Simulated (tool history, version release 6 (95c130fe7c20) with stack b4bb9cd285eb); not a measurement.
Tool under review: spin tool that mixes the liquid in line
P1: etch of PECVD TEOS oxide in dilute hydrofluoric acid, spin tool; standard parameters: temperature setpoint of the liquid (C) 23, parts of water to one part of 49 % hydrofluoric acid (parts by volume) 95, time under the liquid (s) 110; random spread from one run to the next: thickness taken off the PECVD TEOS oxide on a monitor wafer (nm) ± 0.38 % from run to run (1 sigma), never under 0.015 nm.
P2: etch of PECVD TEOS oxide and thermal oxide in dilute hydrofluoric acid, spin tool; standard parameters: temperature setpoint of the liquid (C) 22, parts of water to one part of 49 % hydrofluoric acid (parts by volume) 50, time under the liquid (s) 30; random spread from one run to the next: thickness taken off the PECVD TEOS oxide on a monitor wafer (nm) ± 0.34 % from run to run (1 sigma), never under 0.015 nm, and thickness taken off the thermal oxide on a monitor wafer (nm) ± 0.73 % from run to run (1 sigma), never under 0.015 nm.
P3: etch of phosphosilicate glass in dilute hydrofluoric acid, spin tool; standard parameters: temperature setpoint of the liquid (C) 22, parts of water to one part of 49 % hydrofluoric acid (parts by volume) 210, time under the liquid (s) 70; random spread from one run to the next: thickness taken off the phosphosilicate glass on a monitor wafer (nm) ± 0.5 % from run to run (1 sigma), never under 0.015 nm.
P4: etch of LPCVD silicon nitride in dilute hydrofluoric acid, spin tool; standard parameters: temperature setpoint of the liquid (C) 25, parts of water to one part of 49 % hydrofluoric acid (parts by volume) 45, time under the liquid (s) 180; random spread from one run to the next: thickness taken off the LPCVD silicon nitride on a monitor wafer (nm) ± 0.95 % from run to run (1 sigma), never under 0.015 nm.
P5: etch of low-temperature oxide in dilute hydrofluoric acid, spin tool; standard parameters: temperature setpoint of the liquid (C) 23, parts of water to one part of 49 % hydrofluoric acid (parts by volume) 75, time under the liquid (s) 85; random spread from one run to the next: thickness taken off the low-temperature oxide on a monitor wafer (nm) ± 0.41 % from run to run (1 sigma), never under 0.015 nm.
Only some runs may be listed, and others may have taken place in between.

run,hour,process that ran,temperature setpoint of the liquid (C),parts of water to one part of 49 % hydrofluoric acid (parts by volume),time under the liquid (s),hours since the thermometer was replaced,hours since the hydrofluoric acid flow meter was replaced,thickness taken off the PECVD TEOS oxide on a monitor wafer (nm),thickness taken off the low-temperature oxide on a monitor wafer (nm),thickness taken off the thermal oxide on a monitor wafer (nm),thickness taken off the phosphosilicate glass on a monitor wafer (nm),thickness taken off the LPCVD silicon nitride on a monitor wafer (nm)
1,6.1,P1,23,95,110,637.9,708.5,19.334,,,,
2,11.1,P1,17.5,95,110,642.9,713.5,15.451,,,,
3,15.3,P1,23,95,20,647.1,717.7,3.544,,,,
4,21.2,P5,17,75,85,653,723.6,,17.016,,,
5,26.9,P2,26.5,50,30,658.7,729.3,20.48,,3.3956,,
6,32.3,P1,23,50,110,664.1,734.7,39.041,,,,
7,36.8,P1,17.5,95,20,668.6,739.2,2.7792,,,,
8,42,P3,22,305,70,673.8,744.4,,,,21.125,
9,48.2,P2,22,50,15,680,750.6,8.5179,,1.3957,,
10,53.1,P1,23,95,110,684.9,755.5,19.35,,,,
11,58.1,P5,23,75,85,689.9,760.5,,21.907,,,
12,61.4,P3,22,210,70,693.2,763.8,,,,33.632,
13,66.5,P5,23,125,85,698.3,768.9,,12.298,,,
14,69.7,P1,23,95,170,701.5,772.1,29.844,,,,
15,74.7,P2,22,50,30,706.5,777.1,17.097,,2.7636,,
16,81,P1,23,95,110,712.8,783.4,19.493,,,,
17,87.3,P1,27.5,95,185,719.1,789.7,38.991,,,,
18,93.4,P4,25,20,180,725.2,795.8,,,,,4.4435
19,96.5,P1,23,165,110,728.3,798.9,10.342,,,,
20,99.8,P3,22,210,115,731.6,802.2,,,,55.544,
21,104.5,P4,18.5,45,180,736.3,806.9,,,,,1.3211
22,108.1,P3,22,210,70,739.9,810.5,,,,33.6,
23,113.6,P2,22,50,30,745.4,816,17.089,,2.8389,,
24,120.2,P1,23,95,110,752,822.6,19.511,,,,
25,126.7,P1,23,95,110,758.5,829.1,19.384,,,,
26,129.7,P4,25,45,55,761.5,832.1,,,,,0.64216
27,134.7,P4,25,45,180,766.5,837.1,,,,,2.0395
28,139.6,P1,23,95,110,771.4,842,19.436,,,,
29,143.9,P5,23,75,15,775.7,846.3,,3.8669,,,
30,148.1,P1,29.5,95,110,779.9,850.5,25.273,,,,
31,154,P1,23,95,110,785.8,856.4,19.477,,,,
32,158.1,P2,22,20,30,789.9,860.5,44.179,,7.3667,,
33,163.5,P3,17,210,70,795.3,865.9,,,,27.704,
34,167.4,P1,23,95,110,799.2,869.8,19.463,,,,
35,171.3,P1,23,95,110,803.1,873.7,19.054,,,,
36,177.5,P1,23,95,110,809.3,879.9,18.432,,,,
37,182.4,P1,23,95,110,814.2,884.8,18.248,,,,
38,186.6,P1,23,95,110,818.4,889,18.082,,,,
39,189.9,P1,23,95,110,821.7,892.3,18.086,,,,
40,195.5,P1,23,95,110,827.3,897.9,17.988,,,,

The next listed run, before its measurement:
41,200.1,P1,23,95,110,831.9,902.5,?,,,,

Run 41 came out at thickness taken off the PECVD TEOS oxide on a monitor wafer (nm) 18.004.

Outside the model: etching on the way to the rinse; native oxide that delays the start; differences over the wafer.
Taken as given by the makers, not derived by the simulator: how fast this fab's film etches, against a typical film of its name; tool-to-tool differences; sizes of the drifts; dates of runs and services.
